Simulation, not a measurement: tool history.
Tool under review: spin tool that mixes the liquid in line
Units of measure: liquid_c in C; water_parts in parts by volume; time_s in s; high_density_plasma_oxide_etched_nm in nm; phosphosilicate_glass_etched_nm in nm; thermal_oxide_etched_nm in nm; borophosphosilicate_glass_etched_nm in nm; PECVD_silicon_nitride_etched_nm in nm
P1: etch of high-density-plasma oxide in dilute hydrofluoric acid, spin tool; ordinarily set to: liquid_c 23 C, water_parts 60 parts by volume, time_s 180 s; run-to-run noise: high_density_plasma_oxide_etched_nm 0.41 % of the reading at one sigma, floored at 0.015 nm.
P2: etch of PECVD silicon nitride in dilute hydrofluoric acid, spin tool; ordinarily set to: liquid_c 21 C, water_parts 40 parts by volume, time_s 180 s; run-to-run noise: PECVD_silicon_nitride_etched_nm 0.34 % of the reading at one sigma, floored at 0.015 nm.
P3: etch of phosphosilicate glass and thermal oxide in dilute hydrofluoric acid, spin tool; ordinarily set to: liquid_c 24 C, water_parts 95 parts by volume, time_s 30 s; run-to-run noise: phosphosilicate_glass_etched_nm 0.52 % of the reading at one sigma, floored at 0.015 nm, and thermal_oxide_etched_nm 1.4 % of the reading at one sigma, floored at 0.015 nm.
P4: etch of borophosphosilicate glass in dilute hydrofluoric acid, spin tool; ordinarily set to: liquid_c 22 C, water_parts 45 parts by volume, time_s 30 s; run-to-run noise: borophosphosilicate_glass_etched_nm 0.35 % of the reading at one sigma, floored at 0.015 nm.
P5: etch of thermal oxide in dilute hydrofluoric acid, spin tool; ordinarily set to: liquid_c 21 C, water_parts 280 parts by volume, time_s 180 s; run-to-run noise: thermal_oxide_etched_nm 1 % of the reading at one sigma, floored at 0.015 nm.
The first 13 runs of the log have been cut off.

run	hour	process	liquid_c	water_parts	time_s	hours since the thermometer was replaced	hours since the hydrofluoric acid flow meter was replaced	high_density_plasma_oxide_etched_nm	phosphosilicate_glass_etched_nm	thermal_oxide_etched_nm	borophosphosilicate_glass_etched_nm	PECVD_silicon_nitride_etched_nm
# hour 75.5: thermometer replaced
14	78.6	P1	23	60	180	3.1	1228.3	16.18				
15	82.7	P2	21	20	180	7.2	1232.4					12.882
16	86.3	P2	27.5	40	180	10.8	1236					10.141
17	89.8	P5	21	280	180	14.3	1239.5			2.2749		
18	94.3	P1	23	35	180	18.8	1244	28.527				
19	99.3	P1	27.5	60	180	23.8	1249	19.435				
20	105.2	P2	21	40	35	29.7	1254.9					1.2812
21	109.6	P1	23	60	180	34.1	1259.3	16.187				
22	115.5	P1	23	60	20	40	1265.2	1.8145				
23	123	P4	30	45	30	47.5	1272.7				58.37	

Forecast run 24:
24	130.4	P3	32.5	95	30	54.9	1280.1		?	?		

phosphosilicate_glass_etched_nm: 88.567 nm
thermal_oxide_etched_nm: 1.9877 nm

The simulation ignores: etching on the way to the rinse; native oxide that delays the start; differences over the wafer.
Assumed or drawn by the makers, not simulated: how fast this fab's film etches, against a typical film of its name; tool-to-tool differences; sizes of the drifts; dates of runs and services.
